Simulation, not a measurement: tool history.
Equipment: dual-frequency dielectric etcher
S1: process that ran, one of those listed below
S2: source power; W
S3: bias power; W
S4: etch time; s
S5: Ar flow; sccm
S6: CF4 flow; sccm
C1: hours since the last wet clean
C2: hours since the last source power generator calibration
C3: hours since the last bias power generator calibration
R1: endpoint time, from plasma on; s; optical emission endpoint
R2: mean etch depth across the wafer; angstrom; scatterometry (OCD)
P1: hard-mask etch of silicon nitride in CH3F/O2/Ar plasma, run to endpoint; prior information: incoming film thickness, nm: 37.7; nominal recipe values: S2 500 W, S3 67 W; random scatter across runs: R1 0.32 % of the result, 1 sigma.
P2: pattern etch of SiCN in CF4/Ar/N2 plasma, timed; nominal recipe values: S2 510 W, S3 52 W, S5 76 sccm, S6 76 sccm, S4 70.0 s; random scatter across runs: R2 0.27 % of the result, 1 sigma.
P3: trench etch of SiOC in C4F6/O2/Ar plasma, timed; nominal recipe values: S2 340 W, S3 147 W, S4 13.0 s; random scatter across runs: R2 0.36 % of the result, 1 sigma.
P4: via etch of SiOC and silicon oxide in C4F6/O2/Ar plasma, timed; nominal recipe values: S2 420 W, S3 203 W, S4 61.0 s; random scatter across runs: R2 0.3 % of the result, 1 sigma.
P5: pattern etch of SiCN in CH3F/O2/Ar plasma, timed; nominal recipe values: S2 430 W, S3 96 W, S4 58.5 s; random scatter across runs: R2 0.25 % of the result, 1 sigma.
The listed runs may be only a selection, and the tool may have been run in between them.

| run | day | S1 | S2 | S3 | S4 | S5 | S6 | C1 | C2 | C3 | R1 | R2 |
|---|---|---|---|---|---|---|---|---|---|---|---|---|
| 1 | 0.229 | P1 | 500 | 67 |  |  |  | 236.5 | 1059.0 | 1774.7 | 50.360 |  |
| 2 | 0.450 | P1 | 500 | 41 |  |  |  | 241.8 | 1064.3 | 1780.0 | 58.950 |  |
| 3 | 0.696 | P1 | 500 | 67 |  |  |  | 247.7 | 1070.2 | 1785.9 | 50.605 |  |
| 4 | 0.933 | P5 | 550 | 96 | 58.5 |  |  | 253.4 | 1075.9 | 1791.6 |  | 276.92 |
| 5 | 1.083 | P1 | 620 | 46 |  |  |  | 257.0 | 1079.5 | 1795.2 | 52.237 |  |
| 6 | 1.362 | P5 | 430 | 96 | 58.5 |  |  | 263.7 | 1086.2 | 1801.9 |  | 253.19 |
| 7 | 1.625 | P4 | 420 | 203 | 61.0 |  |  | 270.0 | 1092.5 | 1808.2 |  | 711.86 |
| 8 | 1.900 | P1 | 670 | 67 |  |  |  | 276.6 | 1099.1 | 1814.8 | 45.315 |  |
| 9 | 2.146 | P2 | 510 | 52 | 70.0 | 76 | 98 | 282.5 | 1105.0 | 1820.7 |  | 676.48 |
| 10 | 2.421 | P4 | 420 | 126 | 61.0 |  |  | 289.1 | 1111.6 | 1827.3 |  | 613.54 |
| 11 | 2.617 | P1 | 370 | 81 |  |  |  | 293.8 | 1116.3 | 1832.0 | 53.048 |  |
| 12 | 2.883 | P3 | 340 | 147 | 13.0 |  |  | 300.2 | 1122.7 | 1838.4 |  | 235.49 |
| 13 | 3.138 | P3 | 470 | 147 | 13.0 |  |  | 306.3 | 1128.8 | 1844.5 |  | 266.90 |
| 14 | 3.292 | P2 | 510 | 52 | 48.5 | 76 | 76 | 310.0 | 1132.5 | 1848.2 |  | 452.25 |
| 15 | 3.475 | P5 | 430 | 96 | 38.5 |  |  | 314.4 | 1136.9 | 1852.6 |  | 165.88 |
| 16 | 3.708 | P1 | 500 | 67 |  |  |  | 320.0 | 1142.5 | 1858.2 | 50.661 |  |
| 17 | 3.858 | P2 | 650 | 52 | 70.0 | 76 | 76 | 323.6 | 1146.1 | 1861.8 |  | 816.04 |
| 18 | 4.138 | P3 | 340 | 208 | 13.0 |  |  | 330.3 | 1152.8 | 1868.5 |  | 262.69 |
| 19 | 4.438 | P1 | 500 | 67 |  |  |  | 337.5 | 1160.0 | 1875.7 | 51.011 |  |
| 20 | 4.662 | P1 | 500 | 84 |  |  |  | 342.9 | 1165.4 | 1881.1 | 46.927 |  |
| 21 | 4.808 | P1 | 380 | 47 |  |  |  | 346.4 | 1168.9 | 1884.6 | 63.017 |  |
| 22 | 4.979 | P3 | 340 | 147 | 9.0 |  |  | 350.5 | 1173.0 | 1888.7 |  | 161.78 |
| 23 | 5.271 | P2 | 510 | 52 | 70.0 | 55 | 76 | 357.5 | 1180.0 | 1895.7 |  | 684.82 |
| 24 | 5.521 | P5 | 430 | 96 | 58.5 |  |  | 363.5 | 1186.0 | 1901.7 |  | 253.85 |
| 25 | 5.792 | P1 | 500 | 67 |  |  |  | 370.0 | 1192.5 | 1908.2 | 50.697 |  |
| 26 | 6.021 | P1 | 500 | 67 |  |  |  | 375.5 | 1198.0 | 1913.7 | 50.533 |  |
| 27 | 6.325 | P4 | 420 | 203 | 44.0 |  |  | 382.8 | 1205.3 | 1921.0 |  | 513.12 |
| 28 | 6.479 | P5 | 430 | 122 | 58.5 |  |  | 386.5 | 1209.0 | 1924.7 |  | 277.83 |
| 29 | 6.692 | P2 | 510 | 52 | 70.0 | 76 | 76 | 391.6 | 1214.1 | 1929.8 |  | 654.32 |
| 30 | 6.875 | P2 | 510 | 52 | 70.0 | 76 | 76 | 396.0 | 1218.5 | 1934.2 |  | 655.10 |
| 31 | 7.092 | P4 | 530 | 203 | 61.0 |  |  | 401.2 | 1223.7 | 1939.4 |  | 778.06 |
| 32 | 7.350 | P1 | 390 | 67 |  |  |  | 407.4 | 1229.9 | 1945.6 | 55.778 |  |
| 33 | 7.517 | P2 | 510 | 63 | 70.0 | 76 | 76 | 411.4 | 1233.9 | 1949.6 |  | 695.22 |
| 34 | 7.767 | P1 | 500 | 67 |  |  |  | 417.4 | 1239.9 | 1955.6 | 50.555 |  |
| 35 | 7.900 | P1 | 500 | 67 |  |  |  | 420.6 | 1243.1 | 1958.8 | 50.549 |  |
| 36 | 8.183 | P1 | 500 | 67 |  |  |  | 427.4 | 1249.9 | 1965.6 | 50.198 |  |
| 37 | 8.392 | P1 | 500 | 67 |  |  |  | 432.4 | 1254.9 | 1970.6 | 50.263 |  |
|  | 8.679 | wet clean of the chamber |
| 38 | 8.692 | P1 | 500 | 67 |  |  |  | 0.3 | 1262.1 | 1977.8 | 50.070 |  |
| 39 | 8.883 | P1 | 500 | 67 |  |  |  | 4.9 | 1266.7 | 1982.4 | 49.740 |  |
| 40 | 9.021 | P1 | 500 | 67 |  |  |  | 8.2 | 1270.0 | 1985.7 | 49.876 |  |
| 41 | 9.175 | P1 | 500 | 67 |  |  |  | 11.9 | 1273.7 | 1989.4 | 49.747 |  |
| 42 | 9.321 | P1 | 500 | 67 |  |  |  | 15.4 | 1277.2 | 1992.9 | 49.868 |  |
| 43 | 9.588 | P1 | 500 | 67 |  |  |  | 21.8 | 1283.6 | 1999.3 | 49.754 |  |
| 44 | 9.725 | P1 | 500 | 67 |  |  |  | 25.1 | 1286.9 | 2002.6 | 49.855 |  |

For run 45, what comes out?
| 45 | 9.929 | P1 | 500 | 67 |  |  |  | 30.0 | 1291.8 | 2007.5 | ? |  |

Run 45 measured R1 49.908 s.
